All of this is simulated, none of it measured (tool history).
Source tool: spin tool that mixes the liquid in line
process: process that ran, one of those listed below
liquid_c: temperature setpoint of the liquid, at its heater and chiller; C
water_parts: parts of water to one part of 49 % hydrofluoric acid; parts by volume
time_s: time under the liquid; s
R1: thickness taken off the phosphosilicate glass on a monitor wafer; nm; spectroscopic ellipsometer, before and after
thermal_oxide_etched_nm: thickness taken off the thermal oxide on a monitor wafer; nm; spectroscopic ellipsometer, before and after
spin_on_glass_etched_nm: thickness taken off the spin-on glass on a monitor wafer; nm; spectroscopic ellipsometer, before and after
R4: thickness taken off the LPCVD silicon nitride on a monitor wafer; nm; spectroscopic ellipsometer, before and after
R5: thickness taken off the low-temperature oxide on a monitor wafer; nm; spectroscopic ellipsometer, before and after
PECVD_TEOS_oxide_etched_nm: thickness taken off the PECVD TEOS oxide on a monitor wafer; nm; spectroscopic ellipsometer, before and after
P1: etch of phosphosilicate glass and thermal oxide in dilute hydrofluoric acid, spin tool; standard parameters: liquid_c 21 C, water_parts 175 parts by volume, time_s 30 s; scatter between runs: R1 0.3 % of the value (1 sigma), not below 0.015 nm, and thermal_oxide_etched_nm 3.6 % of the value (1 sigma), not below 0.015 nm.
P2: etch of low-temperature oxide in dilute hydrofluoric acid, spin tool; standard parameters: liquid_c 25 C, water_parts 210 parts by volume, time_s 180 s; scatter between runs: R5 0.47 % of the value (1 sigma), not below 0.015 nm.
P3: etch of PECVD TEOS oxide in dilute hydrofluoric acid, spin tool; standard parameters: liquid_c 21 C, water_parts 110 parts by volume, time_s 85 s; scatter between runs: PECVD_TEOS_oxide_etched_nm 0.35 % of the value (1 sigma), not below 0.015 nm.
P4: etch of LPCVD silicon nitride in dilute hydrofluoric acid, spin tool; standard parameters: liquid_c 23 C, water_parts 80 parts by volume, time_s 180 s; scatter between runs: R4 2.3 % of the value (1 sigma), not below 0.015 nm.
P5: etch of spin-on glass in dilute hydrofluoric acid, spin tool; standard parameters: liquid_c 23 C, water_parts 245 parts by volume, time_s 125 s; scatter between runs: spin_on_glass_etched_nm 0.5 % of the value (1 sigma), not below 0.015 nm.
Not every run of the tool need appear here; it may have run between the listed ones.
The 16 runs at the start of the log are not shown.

run 17 hour=196.2 | process=P4 liquid_c=23 water_parts=80 time_s=290 | R4=1.8379
run 18 hour=207.4 | process=P1 liquid_c=21 water_parts=175 time_s=30 | R1=27.92 thermal_oxide_etched_nm=0.62674
run 19 hour=220 | process=P3 liquid_c=21 water_parts=110 time_s=85 | PECVD_TEOS_oxide_etched_nm=7.0919
run 20 hour=235.7 | process=P4 liquid_c=23 water_parts=80 time_s=180 | R4=1.1685
run 21 hour=245 | process=P2 liquid_c=25 water_parts=50 time_s=180 | R5=54.172
run 22 hour=261.5 | process=P1 liquid_c=21 water_parts=175 time_s=30 | R1=27.933 thermal_oxide_etched_nm=0.66188
run 23 hour=278.9 | process=P2 liquid_c=25 water_parts=210 time_s=180 | R5=10.67
run 24 hour=292.6 | process=P1 liquid_c=27.5 water_parts=175 time_s=30 | R1=35.437 thermal_oxide_etched_nm=0.81952
run 25 hour=302.1 | process=P1 liquid_c=21 water_parts=175 time_s=30 | R1=27.805 thermal_oxide_etched_nm=0.62457
run 26 hour=317.8 | process=P1 liquid_c=21 water_parts=60 time_s=30 | R1=92.304 thermal_oxide_etched_nm=2.2723
run 27 hour=328.6 | process=P1 liquid_c=21 water_parts=175 time_s=15 | R1=13.816 thermal_oxide_etched_nm=0.29917
run 28 hour=342.7 | process=P4 liquid_c=23 water_parts=20 time_s=180 | R4=4.5949
run 29 hour=355.4 | process=P3 liquid_c=21 water_parts=25 time_s=85 | PECVD_TEOS_oxide_etched_nm=34.702
run 30 hour=373.1 | process=P1 liquid_c=21 water_parts=175 time_s=60 | R1=55.752 thermal_oxide_etched_nm=1.3685
run 31 hour=384 | process=P1 liquid_c=21 water_parts=175 time_s=30 | R1=27.74 thermal_oxide_etched_nm=0.65237
run 32 hour=396.2 | process=P1 liquid_c=21 water_parts=175 time_s=30 | R1=27.176 thermal_oxide_etched_nm=0.63602
run 33 hour=407.9 | process=P1 liquid_c=21 water_parts=175 time_s=30 | R1=26.735 thermal_oxide_etched_nm=0.63602
run 34 hour=423.7 | process=P1 liquid_c=21 water_parts=175 time_s=30 | R1=26.367 thermal_oxide_etched_nm=0.64991
run 35 hour=440.5 | process=P1 liquid_c=21 water_parts=175 time_s=30 | R1=26.093 thermal_oxide_etched_nm=0.62534
run 36 hour=448.6 | process=P1 liquid_c=21 water_parts=175 time_s=30 | R1=26.148 thermal_oxide_etched_nm=0.60568
run 37 hour=464.6 | process=P1 liquid_c=21 water_parts=175 time_s=30 | R1=26.018 thermal_oxide_etched_nm=0.57105
run 38 hour=482.3 | process=P1 liquid_c=21 water_parts=175 time_s=30 | R1=25.848 thermal_oxide_etched_nm=0.58845

Run 39 comes next. What will it give?
run 39 hour=497.3 | process=P1 liquid_c=21 water_parts=175 time_s=30 | R1=? thermal_oxide_etched_nm=?

Run 39 gave R1 25.846 nm, thermal_oxide_etched_nm 0.61982 nm.
